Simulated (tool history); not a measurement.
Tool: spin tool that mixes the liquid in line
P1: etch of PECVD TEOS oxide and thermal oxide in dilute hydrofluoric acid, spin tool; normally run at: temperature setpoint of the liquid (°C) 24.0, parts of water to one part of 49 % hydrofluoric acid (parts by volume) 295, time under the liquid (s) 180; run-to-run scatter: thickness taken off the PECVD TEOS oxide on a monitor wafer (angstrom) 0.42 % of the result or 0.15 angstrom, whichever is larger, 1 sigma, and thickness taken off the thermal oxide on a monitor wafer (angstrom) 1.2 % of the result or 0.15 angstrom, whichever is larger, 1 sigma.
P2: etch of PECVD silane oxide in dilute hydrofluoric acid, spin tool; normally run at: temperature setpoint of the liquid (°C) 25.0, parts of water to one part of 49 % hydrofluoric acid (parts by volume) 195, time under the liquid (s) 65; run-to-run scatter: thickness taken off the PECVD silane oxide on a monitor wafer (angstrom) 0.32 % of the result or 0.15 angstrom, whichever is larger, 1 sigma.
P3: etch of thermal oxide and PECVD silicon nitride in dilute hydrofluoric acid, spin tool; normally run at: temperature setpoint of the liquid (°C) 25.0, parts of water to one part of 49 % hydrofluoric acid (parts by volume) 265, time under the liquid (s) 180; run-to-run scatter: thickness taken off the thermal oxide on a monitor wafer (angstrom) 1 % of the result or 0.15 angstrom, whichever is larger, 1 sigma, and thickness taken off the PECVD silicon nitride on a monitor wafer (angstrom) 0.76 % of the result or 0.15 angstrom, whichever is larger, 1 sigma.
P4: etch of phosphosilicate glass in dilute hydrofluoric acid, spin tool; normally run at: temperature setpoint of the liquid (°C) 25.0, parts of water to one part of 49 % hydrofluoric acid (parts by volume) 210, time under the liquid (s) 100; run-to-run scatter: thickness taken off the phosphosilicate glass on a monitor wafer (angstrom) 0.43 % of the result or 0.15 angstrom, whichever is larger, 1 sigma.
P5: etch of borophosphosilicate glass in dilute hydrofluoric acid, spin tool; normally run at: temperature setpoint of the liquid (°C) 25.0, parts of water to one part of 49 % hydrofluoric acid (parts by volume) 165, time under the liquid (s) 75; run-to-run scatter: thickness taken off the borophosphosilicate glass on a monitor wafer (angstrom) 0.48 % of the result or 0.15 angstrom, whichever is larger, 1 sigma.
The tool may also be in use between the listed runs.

run   hour  process that ran  temperature setpoint of the liquid (°C)  parts of water to one part of 49 % hydrofluoric acid (parts by volume)  time under the liquid (s)  thickness taken off the PECVD TEOS oxide on a monitor wafer (angstrom)  thickness taken off the thermal oxide on a monitor wafer (angstrom)  thickness taken off the PECVD silane oxide on a monitor wafer (angstrom)  thickness taken off the PECVD silicon nitride on a monitor wafer (angstrom)  thickness taken off the borophosphosilicate glass on a monitor wafer (angstrom)  thickness taken off the phosphosilicate glass on a monitor wafer (angstrom)
  1    3.2                P1                                     24.0                                                                     295                        180                                                                 127.910                                                              22.0020
  2    9.2                P2                                     25.0                                                                     345                         65                                                                                                                                                                                                                 34.002
  3   15.6                P2                                     17.0                                                                     195                         65                                                                                                                                                                                                                 52.256
  4   20.5                P1                                     32.0                                                                     295                        180                                                                 165.310                                                              28.6320
  5   24.1                P1                                     24.0                                                                     295                        180                                                                 127.260                                                              22.1730
  6   30.7                P3                                     25.0                                                                     265                        180                                                                                                                                      27.4840                                                                                                                                                 26.655
      36.5  -- thermometer replaced
  7   36.9                P5                                     25.0                                                                     165                         75                                                                                                                                                                                                                                                                                                                                                                               333.59
  8   42.1                P1                                     24.0                                                                      95                        180                                                                 490.920                                                              84.9310
  9   47.2                P5                                     25.0                                                                     165                         75                                                                                                                                                                                                                                                                                                                                                                               335.84
 10   51.7                P3                                     25.0                                                                     265                        350                                                                                                                                      52.7530                                                                                                                                                 51.945
 11   54.9                P5                                     32.0                                                                     165                         75                                                                                                                                                                                                                                                                                                                                                                               427.86
 12   58.5                P1                                     24.0                                                                     405                        180                                                                  83.697                                                              14.5890
 13   63.7                P2                                     25.0                                                                     195                         95                                                                                                                                                                                                                102.400
 14   69.3                P1                                     17.5                                                                     295                        180                                                                 100.230                                                              17.4160
 15   74.8                P3                                     25.0                                                                     375                        180                                                                                                                                      17.2590                                                                                                                                                 18.787
 16   77.9                P4                                     25.0                                                                     300                        100                                                                                                                                                                                                                                                                                                                                                                                                                                                           226.990
 17   81.0                P2                                     25.0                                                                     195                         65                                                                                                                                                                                                                 70.470
 18   84.1                P1                                     24.0                                                                     295                         30                                                                  20.932                                                               3.3224
 19   89.3                P1                                     24.0                                                                     500                        340                                                                 117.830                                                              21.0860
 20   94.0                P5                                     25.0                                                                     100                         75                                                                                                                                                                                                                                                                                                                                                                               593.89
 21   97.7                P1                                     24.0                                                                     295                        350                                                                 247.140                                                              43.3950
      98.9  -- hydrofluoric acid flow meter replaced
 22  100.9                P3                                     30.5                                                                     265                        180                                                                                                                                      32.6400                                                                                                                                                 37.155
 23  106.7                P1                                     24.0                                                                     295                        180                                                                 127.740                                                              22.1110
 24  110.3                P5                                     25.0                                                                     165                         40                                                                                                                                                                                                                                                                                                                                                                               177.14
 25  116.4                P4                                     20.5                                                                     210                        100                                                                                                                                                                                                                                                                                                                                                                                                                                                           303.660
 26  122.7                P1                                     24.0                                                                     295                        180                                                                 126.980                                                              21.8050
 27  128.6                P4                                     25.0                                                                     210                        100                                                                                                                                                                                                                                                                                                                                                                                                                                                           357.800
 28  133.1                P4                                     25.0                                                                     210                         25                                                                                                                                                                                                                                                                                                                                                                                                                                                            90.259
 29  138.0                P1                                     24.0                                                                     295                        180                                                                 126.840                                                              22.8910
 30  143.0                P1                                     24.0                                                                     295                        180                                                                 123.680                                                              21.7280
 31  147.1                P1                                     24.0                                                                     295                        180                                                                 122.790                                                              21.7790
 32  151.3                P1                                     24.0                                                                     295                        180                                                                 120.260                                                              21.1730
 33  155.9                P1                                     24.0                                                                     295                        180                                                                 119.830                                                              20.6850
 34  161.0                P1                                     24.0                                                                     295                        180                                                                 119.440                                                              21.4620
 35  166.6                P1                                     24.0                                                                     295                        180                                                                 118.750                                                              20.9490
 36  172.0                P1                                     24.0                                                                     295                        180                                                                 117.900                                                              20.5650
 37  178.2                P1                                     24.0                                                                     295                        180                                                                 117.200                                                              20.9150
 38  181.9                P1                                     24.0                                                                     295                        180                                                                 117.280                                                              20.7020

What P1 gives has crept away from where it was. These 2 causes fit the log equally well, each at the size given:
A: hydrofluoric acid flow below the setpoint (%) = 5.54
B: liquid colder than its thermometer reads (K) = 2.1
The creep began at about hour 138.0.

4 check runs are offered, one wafer each, their results left as question marks. Which one tells the causes apart?
check 1  185.6                P2                                     21.5                                                                     310                         65                                                                                                                                                                                                                      ?
check 2  185.6                P5                                     31.5                                                                     165                         75                                                                                                                                                                                                                                                                                                                                                                                    ?
check 3  185.6                P3                                     25.0                                                                     355                        330                                                                                                                                            ?                                                                                                                                                      ?
check 4  185.6                P4                                     25.0                                                                     285                        100                                                                                                                                                                                                                                                                                                                                                                                                                                                                 ?

What each check would give under each cause:
  check                                                                           result     if A     if B
check 1         thickness taken off the PECVD silane oxide on a monitor wafer (angstrom)   32.363   32.287
check 2  thickness taken off the borophosphosilicate glass on a monitor wafer (angstrom)   392.71   390.96
check 3              thickness taken off the thermal oxide on a monitor wafer (angstrom)  31.2490  31.4300
check 3      thickness taken off the PECVD silicon nitride on a monitor wafer (angstrom)   34.447   32.146
check 4      thickness taken off the phosphosilicate glass on a monitor wafer (angstrom)  226.900  226.920
How far apart the two closest causes lie, in the result that separates them most: check 1 0.23 %; check 2 0.45 %; check 3 6.91 %; check 4 0.01 %
Check 3 tells the causes apart: in the others they would give nearly the same result.

Then check 3 was run and gave: thickness taken off the thermal oxide on a monitor wafer (angstrom) 31.5680; thickness taken off the PECVD silicon nitride on a monitor wafer (angstrom) 32.219. Which cause is it?

It is B: liquid colder than its thermometer reads (K).

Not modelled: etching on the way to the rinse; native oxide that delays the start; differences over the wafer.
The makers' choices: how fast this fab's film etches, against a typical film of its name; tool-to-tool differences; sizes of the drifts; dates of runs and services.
